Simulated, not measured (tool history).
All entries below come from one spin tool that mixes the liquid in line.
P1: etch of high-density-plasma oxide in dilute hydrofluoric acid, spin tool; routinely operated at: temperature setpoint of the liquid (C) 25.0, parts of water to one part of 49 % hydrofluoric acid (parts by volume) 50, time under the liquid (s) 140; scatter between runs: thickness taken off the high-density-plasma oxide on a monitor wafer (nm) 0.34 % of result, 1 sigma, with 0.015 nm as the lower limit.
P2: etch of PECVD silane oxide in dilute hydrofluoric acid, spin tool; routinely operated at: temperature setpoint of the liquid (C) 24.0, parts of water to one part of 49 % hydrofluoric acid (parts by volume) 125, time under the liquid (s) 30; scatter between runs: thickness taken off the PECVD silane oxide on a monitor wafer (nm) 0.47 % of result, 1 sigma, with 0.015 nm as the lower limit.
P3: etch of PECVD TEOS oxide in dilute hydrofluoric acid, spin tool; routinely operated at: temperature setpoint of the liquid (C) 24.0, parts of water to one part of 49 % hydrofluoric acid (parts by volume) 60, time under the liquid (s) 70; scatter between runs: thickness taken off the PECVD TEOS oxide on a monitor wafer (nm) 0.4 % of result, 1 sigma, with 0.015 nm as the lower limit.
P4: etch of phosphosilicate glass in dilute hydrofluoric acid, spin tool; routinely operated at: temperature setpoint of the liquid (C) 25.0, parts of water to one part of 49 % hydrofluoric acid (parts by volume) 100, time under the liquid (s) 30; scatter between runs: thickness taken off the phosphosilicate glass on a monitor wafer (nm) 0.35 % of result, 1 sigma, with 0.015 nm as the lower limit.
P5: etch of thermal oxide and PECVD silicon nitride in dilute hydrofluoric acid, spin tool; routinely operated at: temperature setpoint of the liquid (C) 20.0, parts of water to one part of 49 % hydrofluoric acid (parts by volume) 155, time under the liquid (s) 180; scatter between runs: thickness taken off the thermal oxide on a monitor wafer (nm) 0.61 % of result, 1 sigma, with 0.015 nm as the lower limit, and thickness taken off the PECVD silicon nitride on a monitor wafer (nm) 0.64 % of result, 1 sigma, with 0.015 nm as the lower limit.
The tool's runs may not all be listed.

| run | hour | process that ran | temperature setpoint of the liquid (C) | parts of water to one part of 49 % hydrofluoric acid (parts by volume) | time under the liquid (s) | thickness taken off the high-density-plasma oxide on a monitor wafer (nm) | thickness taken off the thermal oxide on a monitor wafer (nm) | thickness taken off the PECVD silicon nitride on a monitor wafer (nm) | thickness taken off the PECVD TEOS oxide on a monitor wafer (nm) | thickness taken off the PECVD silane oxide on a monitor wafer (nm) | thickness taken off the phosphosilicate glass on a monitor wafer (nm) |
|---|---|---|---|---|---|---|---|---|---|---|---|
| 1 | 13.3 | P1 | 25.0 | 50 | 140 | 15.8720 |  |  |  |  |  |
| 2 | 25.2 | P1 | 25.0 | 50 | 60 | 6.8325 |  |  |  |  |  |
| 3 | 38.6 | P1 | 25.0 | 50 | 140 | 15.7960 |  |  |  |  |  |
| 4 | 56.2 | P1 | 25.0 | 75 | 140 | 10.2060 |  |  |  |  |  |
| 5 | 67.1 | P5 | 20.0 | 280 | 180 |  | 2.1760 | 2.9041 |  |  |  |
| 6 | 78.2 | P5 | 17.0 | 155 | 180 |  | 3.8780 | 4.1797 |  |  |  |
| 7 | 92.3 | P3 | 24.0 | 105 | 70 |  |  |  | 19.135 |  |  |
| 8 | 104.5 | P1 | 25.0 | 50 | 140 | 15.8750 |  |  |  |  |  |
| 9 | 117.7 | P3 | 24.0 | 60 | 70 |  |  |  | 35.657 |  |  |
| 10 | 130.1 | P5 | 20.0 | 155 | 340 |  | 8.3129 | 9.6149 |  |  |  |
| 11 | 138.7 | P1 | 25.0 | 50 | 260 | 29.5450 |  |  |  |  |  |
| 12 | 152.0 | P3 | 18.0 | 60 | 70 |  |  |  | 27.505 |  |  |
| 13 | 169.5 | P1 | 30.5 | 50 | 140 | 19.6260 |  |  |  |  |  |
| 14 | 187.1 | P2 | 24.0 | 125 | 30 |  |  |  |  | 4.8918 |  |
| 15 | 203.4 | P1 | 25.0 | 50 | 140 | 15.7820 |  |  |  |  |  |
| 16 | 216.7 | P4 | 25.0 | 100 | 30 |  |  |  |  |  | 44.171 |
| 17 | 230.9 | P3 | 24.0 | 60 | 130 |  |  |  | 66.048 |  |  |
| 18 | 247.2 | P2 | 24.0 | 125 | 15 |  |  |  |  | 2.4519 |  |
| 19 | 258.0 | P4 | 25.0 | 100 | 30 |  |  |  |  |  | 44.264 |
| 20 | 275.8 | P4 | 17.0 | 100 | 30 |  |  |  |  |  | 31.952 |
| 21 | 289.3 | P1 | 25.0 | 20 | 140 | 41.0540 |  |  |  |  |  |
| 22 | 298.2 | P1 | 25.0 | 50 | 140 | 15.7250 |  |  |  |  |  |
| 23 | 313.3 | P5 | 20.0 | 155 | 180 |  | 4.4509 | 5.0844 |  |  |  |
| 24 | 326.7 | P1 | 25.0 | 70 | 20 | 1.5823 |  |  |  |  |  |
| 25 | 338.5 | P1 | 25.0 | 50 | 140 | 15.9030 |  |  |  |  |  |
| 26 | 347.5 | P5 | 20.0 | 155 | 180 |  | 4.4241 | 5.1004 |  |  |  |
| 27 | 362.3 | P4 | 25.0 | 185 | 30 |  |  |  |  |  | 21.477 |
| 28 | 378.6 | P2 | 18.5 | 125 | 30 |  |  |  |  | 3.9312 |  |
| 29 | 394.5 | P2 | 24.0 | 125 | 30 |  |  |  |  | 4.8978 |  |
| 30 | 404.8 | P4 | 25.0 | 100 | 60 |  |  |  |  |  | 88.155 |
| 31 | 413.4 | P1 | 19.5 | 50 | 140 | 12.5630 |  |  |  |  |  |
| 32 | 429.0 | P2 | 24.0 | 35 | 30 |  |  |  |  | 19.6880 |  |
| 33 | 444.1 | P1 | 25.0 | 50 | 140 | 15.8020 |  |  |  |  |  |
| 34 | 459.9 | P1 | 25.0 | 50 | 140 | 15.8160 |  |  |  |  |  |
| 35 | 470.9 | P1 | 25.0 | 50 | 140 | 16.0380 |  |  |  |  |  |
| 36 | 485.6 | P1 | 25.0 | 50 | 140 | 16.3760 |  |  |  |  |  |
| 37 | 498.8 | P1 | 25.0 | 50 | 140 | 16.5620 |  |  |  |  |  |
| 38 | 510.4 | P1 | 25.0 | 50 | 140 | 16.6470 |  |  |  |  |  |
| 39 | 520.1 | P1 | 25.0 | 50 | 140 | 16.7000 |  |  |  |  |  |
| 40 | 531.5 | P1 | 25.0 | 50 | 140 | 16.6590 |  |  |  |  |  |
| 41 | 541.5 | P1 | 25.0 | 50 | 140 | 16.8190 |  |  |  |  |  |
| 42 | 554.8 | P1 | 25.0 | 50 | 140 | 16.8070 |  |  |  |  |  |
| 43 | 572.4 | P1 | 25.0 | 50 | 140 | 16.7970 |  |  |  |  |  |
| 44 | 589.7 | P1 | 25.0 | 50 | 140 | 16.8550 |  |  |  |  |  |

What P1 gives has crept off from where it sat before. The 2 causes that follow fit the log equally well, each at the size noted:
A: hydrofluoric acid flow above the setpoint (%) = 6.03
B: liquid hotter than its thermometer reads (K) = 1.54
The creep began at about hour 459.9.

Below are 4 check runs, each averaged over 2 wafers, with their results shown as question marks. Which of them would give clearly different results depending on which cause is behind the drift?
| check 1 | 607.0 | P2 | 21.0 | 125 | 30 |  |  |  |  | ? |  |
| check 2 | 607.0 | P3 | 20.5 | 60 | 70 |  |  |  | ? |  |  |
| check 3 | 607.0 | P4 | 18.5 | 100 | 30 |  |  |  |  |  | ? |
| check 4 | 607.0 | P5 | 17.0 | 215 | 180 |  | ? | ? |  |  |  |

Expected result of each check under each candidate cause:
| check | result | if A | if B |
|---|---|---|---|
| check 1 | thickness taken off the PECVD silane oxide on a monitor wafer (nm) | 4.6801 | 4.6557 |
| check 2 | thickness taken off the PECVD TEOS oxide on a monitor wafer (nm) | 32.618 | 32.673 |
| check 3 | thickness taken off the phosphosilicate glass on a monitor wafer (nm) | 36.156 | 36.117 |
| check 4 | thickness taken off the thermal oxide on a monitor wafer (nm) | 2.8553 | 2.8290 |
| check 4 | thickness taken off the PECVD silicon nitride on a monitor wafer (nm) | 3.2229 | 3.3766 |
How far apart the two closest causes lie, in the result that separates them most: check 1 0.52 %; check 2 0.17 %; check 3 0.11 %; check 4 4.66 %
Only in check 4 would the causes give clearly different results; in the remaining checks their results would be nearly the same.

The results of check 4 are: thickness taken off the thermal oxide on a monitor wafer (nm) 2.8516; thickness taken off the PECVD silicon nitride on a monitor wafer (nm) 3.3467. Based on these, which of the listed causes is it?

The cause is B: liquid hotter than its thermometer reads (K).

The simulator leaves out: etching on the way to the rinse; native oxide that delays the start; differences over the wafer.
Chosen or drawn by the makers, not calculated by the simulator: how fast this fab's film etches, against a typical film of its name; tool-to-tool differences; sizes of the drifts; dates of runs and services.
